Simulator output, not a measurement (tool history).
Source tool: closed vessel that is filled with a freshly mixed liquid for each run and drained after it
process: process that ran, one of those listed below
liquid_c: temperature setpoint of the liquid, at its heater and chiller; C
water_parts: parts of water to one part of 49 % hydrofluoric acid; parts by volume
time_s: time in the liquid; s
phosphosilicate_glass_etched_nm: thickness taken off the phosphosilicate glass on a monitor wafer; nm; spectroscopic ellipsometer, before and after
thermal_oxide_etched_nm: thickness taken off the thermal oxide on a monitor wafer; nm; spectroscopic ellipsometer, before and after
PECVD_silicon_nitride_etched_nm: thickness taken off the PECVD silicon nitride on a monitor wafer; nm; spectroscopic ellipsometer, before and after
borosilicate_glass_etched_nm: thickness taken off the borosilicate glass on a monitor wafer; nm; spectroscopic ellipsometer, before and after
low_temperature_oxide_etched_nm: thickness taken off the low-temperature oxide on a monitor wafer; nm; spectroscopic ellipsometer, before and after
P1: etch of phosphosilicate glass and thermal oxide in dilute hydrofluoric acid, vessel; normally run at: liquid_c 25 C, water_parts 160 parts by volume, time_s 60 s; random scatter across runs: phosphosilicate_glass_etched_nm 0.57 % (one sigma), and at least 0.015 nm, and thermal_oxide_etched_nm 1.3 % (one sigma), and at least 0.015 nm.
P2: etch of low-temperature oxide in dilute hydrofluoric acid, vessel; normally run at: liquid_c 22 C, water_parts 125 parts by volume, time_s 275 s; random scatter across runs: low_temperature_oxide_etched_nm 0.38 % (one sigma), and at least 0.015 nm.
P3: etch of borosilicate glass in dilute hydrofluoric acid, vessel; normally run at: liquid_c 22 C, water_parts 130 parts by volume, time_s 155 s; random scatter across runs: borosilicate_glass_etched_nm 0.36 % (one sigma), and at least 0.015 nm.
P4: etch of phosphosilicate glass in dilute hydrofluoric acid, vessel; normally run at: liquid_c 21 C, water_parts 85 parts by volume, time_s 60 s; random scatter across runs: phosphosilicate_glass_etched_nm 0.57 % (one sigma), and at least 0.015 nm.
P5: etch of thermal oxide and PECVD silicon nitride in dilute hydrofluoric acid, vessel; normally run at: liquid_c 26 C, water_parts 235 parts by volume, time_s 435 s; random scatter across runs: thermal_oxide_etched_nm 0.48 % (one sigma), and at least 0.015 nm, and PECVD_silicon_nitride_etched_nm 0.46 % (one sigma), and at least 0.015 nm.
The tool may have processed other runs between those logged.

run	hour	process	liquid_c	water_parts	time_s	hours since the thermometer was replaced	hours since the hydrofluoric acid flow meter was replaced	phosphosilicate_glass_etched_nm	thermal_oxide_etched_nm	PECVD_silicon_nitride_etched_nm	borosilicate_glass_etched_nm	low_temperature_oxide_etched_nm
1	5	P1	25	160	60	739.1	176.4	75.306	1.6414			
2	16.7	P1	25	40	60	750.8	188.1	351.2	7.6645			
3	25.3	P5	26	235	75	759.4	196.7		1.3798	1.1576		
4	32.8	P3	22	130	155	766.9	204.2				22.414	
5	42.7	P1	31	160	60	776.8	214.1	93.883	2.1353			
6	53.2	P4	21	85	115	787.3	224.6	161.36				
7	60.5	P3	22	225	155	794.6	231.9				11.74	
8	70.5	P1	25	160	30	804.6	241.9	37.424	0.86255			
9	77.5	P5	26	235	435	811.6	248.9		8.1183	6.638		
10	86.7	P3	22	130	240	820.8	258.1				34.656	
11	96	P1	25	160	60	830.1	267.4	76.038	1.6922			
12	103.4	P2	22	125	275	837.5	274.8					42.774
13	114.1	P1	20	160	105	848.2	285.5	109.55	2.4729			
14	121.5	P2	22	50	275	855.6	292.9					117.26
15	131	P1	25	280	60	865.1	302.4	37.399	0.86234			
16	137.2	P1	25	160	60	871.3	308.6	75.281	1.7352			
17	142.8	P4	17	85	60	876.9	314.2	71.63				
18	152.6	P4	21	120	60	886.7	324	57.164				
19	161.4	P5	26	235	435	895.5	332.8		8.1455	6.5826		
20	168.9	P5	33	235	435	903	340.3		10.328	10.076		
21	179.1	P5	26	360	435	913.2	350.5		4.6776	4.3421		
22	184.2	P3	17	130	155	918.3	355.6				18.342	
23	194.9	P2	26.5	125	275	929	366.3					50.744
24	204.3	P1	25	160	60	938.4	375.7	74.996	1.7212			
25	215.2	P2	22	125	275	949.3	386.6					42.586
26	224.4	P1	25	160	60	958.5	395.8	74.654	1.6987			
27	235.4	P4	21	85	60	969.5	406.8	85.237				
28	245.6	P2	22	125	55	979.7	417					8.5376
29	256.5	P1	25	160	105	990.6	427.9	133.57	2.9637			
30	263.9	P1	21	160	60	998	435.3	65.43	1.4353			
31	271.4	P1	25	160	60	1005.5	442.8	74.985	1.6679			
32	281.5	P1	25	160	60	1015.6	452.9	76.743	1.7211			
33	289.6	P1	25	160	60	1023.7	461	77.494	1.7865			
34	296.7	P1	25	160	60	1030.8	468.1	78.897	1.7972			
35	305.3	P1	25	160	60	1039.4	476.7	79.578	1.7888			
36	316	P1	25	160	60	1050.1	487.4	80.31	1.7843			
37	325.5	P1	25	160	60	1059.6	496.9	79.517	1.7761			
38	335.1	P1	25	160	60	1069.2	506.5	80.083	1.7907			
39	345.3	P1	25	160	60	1079.4	516.7	79.605	1.82			
40	356.3	P1	25	160	60	1090.4	527.7	81.067	1.7782			

What P1 gives has crept off from where it sat before. The 2 causes that follow fit the log equally well, each at the size noted:
A: liquid hotter than its thermometer reads (K) = 1.6
B: hydrofluoric acid flow above the setpoint (%) = 5.17
The drift started at roughly hour 271.4.

Each of the 4 check runs below uses one wafer; its results are left as question marks. Which run tells the causes apart?
check 1	367.3	P5	26	235	435				?	?		
check 2	367.3	P4	21	85	60			?				
check 3	367.3	P2	22	125	275							?
check 4	367.3	P3	22	130	155						?	

Expected result of each check under each candidate cause:
check	result	if A	if B
check 1	thermal_oxide_etched_nm	8.6111	8.6717
check 1	PECVD_silicon_nitride_etched_nm	7.3031	6.9693
check 2	phosphosilicate_glass_etched_nm	90.259	89.361
check 3	low_temperature_oxide_etched_nm	45.428	45.172
check 4	borosilicate_glass_etched_nm	23.822	23.7
Separation of the two closest causes in each check, using whichever result separates them best: check 1 4.68 %; check 2 1 %; check 3 0.56 %; check 4 0.52 %
Only check 1 tells the causes apart: in the others they would give nearly the same result.

Then check 1 was run and gave: thermal_oxide_etched_nm 8.6597 nm; PECVD_silicon_nitride_etched_nm 6.9294 nm. Which cause is it?

The cause is B: hydrofluoric acid flow above the setpoint (%).
